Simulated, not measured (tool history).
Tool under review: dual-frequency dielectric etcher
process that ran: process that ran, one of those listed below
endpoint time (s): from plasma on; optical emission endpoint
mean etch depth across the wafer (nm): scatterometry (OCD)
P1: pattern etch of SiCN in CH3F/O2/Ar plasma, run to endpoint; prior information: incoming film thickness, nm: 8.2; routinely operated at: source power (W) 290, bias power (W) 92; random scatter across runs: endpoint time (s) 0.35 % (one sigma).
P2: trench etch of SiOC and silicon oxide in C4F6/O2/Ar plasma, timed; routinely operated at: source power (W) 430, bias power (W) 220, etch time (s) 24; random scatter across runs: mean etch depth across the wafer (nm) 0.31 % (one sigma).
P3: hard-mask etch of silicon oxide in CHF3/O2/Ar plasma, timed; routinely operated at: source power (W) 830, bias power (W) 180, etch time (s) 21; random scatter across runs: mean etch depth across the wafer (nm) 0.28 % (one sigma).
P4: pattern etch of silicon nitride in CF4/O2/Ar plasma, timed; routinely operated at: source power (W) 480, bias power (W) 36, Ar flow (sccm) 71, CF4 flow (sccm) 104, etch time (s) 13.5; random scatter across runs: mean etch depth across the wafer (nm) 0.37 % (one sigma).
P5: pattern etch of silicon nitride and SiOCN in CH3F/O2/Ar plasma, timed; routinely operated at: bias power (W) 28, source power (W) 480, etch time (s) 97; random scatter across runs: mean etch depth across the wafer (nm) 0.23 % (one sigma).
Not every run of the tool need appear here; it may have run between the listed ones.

| run | day | process that ran | source power (W) | bias power (W) | Ar flow (sccm) | CF4 flow (sccm) | etch time (s) | hours since the last wet clean | hours since the last source power generator calibration | hours since the last bias power generator calibration | endpoint time (s) | mean etch depth across the wafer (nm) |
|---|---|---|---|---|---|---|---|---|---|---|---|---|
| 1 | 0.508 | P1 | 290 | 92 |  |  |  | 223.3 | 372 | 1857.1 | 22.354 |  |
| 2 | 1.033 | P4 | 320 | 36 | 71 | 104 | 13.5 | 235.9 | 384.6 | 1869.7 |  | 16.403 |
| 3 | 1.429 | P1 | 290 | 92 |  |  |  | 245.4 | 394.1 | 1879.2 | 22.43 |  |
| 4 | 1.85 | P1 | 290 | 114 |  |  |  | 255.5 | 404.2 | 1889.3 | 20.747 |  |
| 5 | 2.358 | P1 | 290 | 92 |  |  |  | 267.7 | 416.4 | 1901.5 | 22.619 |  |
|  | 2.596 | source power generator calibrated |
| 6 | 2.833 | P2 | 430 | 220 |  |  | 24 | 279.1 | 5.8 | 1912.9 |  | 51.13 |
| 7 | 3.283 | P1 | 370 | 92 |  |  |  | 289.9 | 16.6 | 1923.7 | 20.598 |  |
| 8 | 3.646 | P4 | 480 | 44 | 71 | 104 | 13.5 | 298.6 | 25.3 | 1932.4 |  | 24.974 |
| 9 | 4.221 | P3 | 1150 | 180 |  |  | 21 | 312.4 | 39.1 | 1946.2 |  | 54.431 |
| 10 | 4.833 | P2 | 430 | 310 |  |  | 24 | 327.1 | 53.8 | 1960.9 |  | 57.558 |
| 11 | 5.225 | P5 | 480 | 17 |  |  | 97 | 336.5 | 63.2 | 1970.3 |  | 11.829 |
| 12 | 5.708 | P1 | 200 | 92 |  |  |  | 348.1 | 74.8 | 1981.9 | 25.702 |  |
| 13 | 6.254 | P3 | 830 | 117 |  |  | 21 | 361.2 | 87.9 | 1995 |  | 41.782 |
| 14 | 6.758 | P2 | 430 | 220 |  |  | 34 | 373.3 | 100 | 2007.1 |  | 72.36 |
| 15 | 7.171 | P5 | 480 | 28 |  |  | 97 | 383.2 | 109.9 | 2017 |  | 14.683 |
| 16 | 7.629 | P3 | 830 | 180 |  |  | 21 | 394.2 | 120.9 | 2028 |  | 48.04 |
| 17 | 8.129 | P4 | 480 | 36 | 43 | 104 | 13.5 | 406.2 | 132.9 | 2040 |  | 24.471 |
| 18 | 8.529 | P1 | 290 | 73 |  |  |  | 415.8 | 142.5 | 2049.6 | 24.559 |  |
| 19 | 8.854 | P5 | 320 | 28 |  |  | 97 | 423.6 | 150.3 | 2057.4 |  | 12.807 |
| 20 | 9.417 | P2 | 530 | 220 |  |  | 24 | 437.1 | 163.8 | 2070.9 |  | 55.611 |
| 21 | 9.912 | P1 | 290 | 92 |  |  |  | 449 | 175.7 | 2082.8 | 22.572 |  |
| 22 | 10.25 | P2 | 430 | 220 |  |  | 24 | 457.1 | 183.8 | 2090.9 |  | 51.331 |
| 23 | 10.65 | P3 | 830 | 180 |  |  | 21 | 466.7 | 193.4 | 2100.5 |  | 47.827 |
|  | 10.75 | bias power generator calibrated |
| 24 | 11.225 | P5 | 480 | 28 |  |  | 127.5 | 480.5 | 207.2 | 11.4 |  | 19.292 |
| 25 | 11.729 | P4 | 480 | 36 | 71 | 141 | 13.5 | 492.6 | 219.3 | 23.5 |  | 24.236 |
| 26 | 12.312 | P4 | 480 | 36 | 71 | 104 | 13.5 | 506.6 | 233.3 | 37.5 |  | 23.411 |

What will run 27 give?
| 27 | 12.742 | P4 | 480 | 36 | 71 | 104 | 7.5 | 516.9 | 243.6 | 47.8 |  | ? |

mean etch depth across the wafer (nm): 13.097

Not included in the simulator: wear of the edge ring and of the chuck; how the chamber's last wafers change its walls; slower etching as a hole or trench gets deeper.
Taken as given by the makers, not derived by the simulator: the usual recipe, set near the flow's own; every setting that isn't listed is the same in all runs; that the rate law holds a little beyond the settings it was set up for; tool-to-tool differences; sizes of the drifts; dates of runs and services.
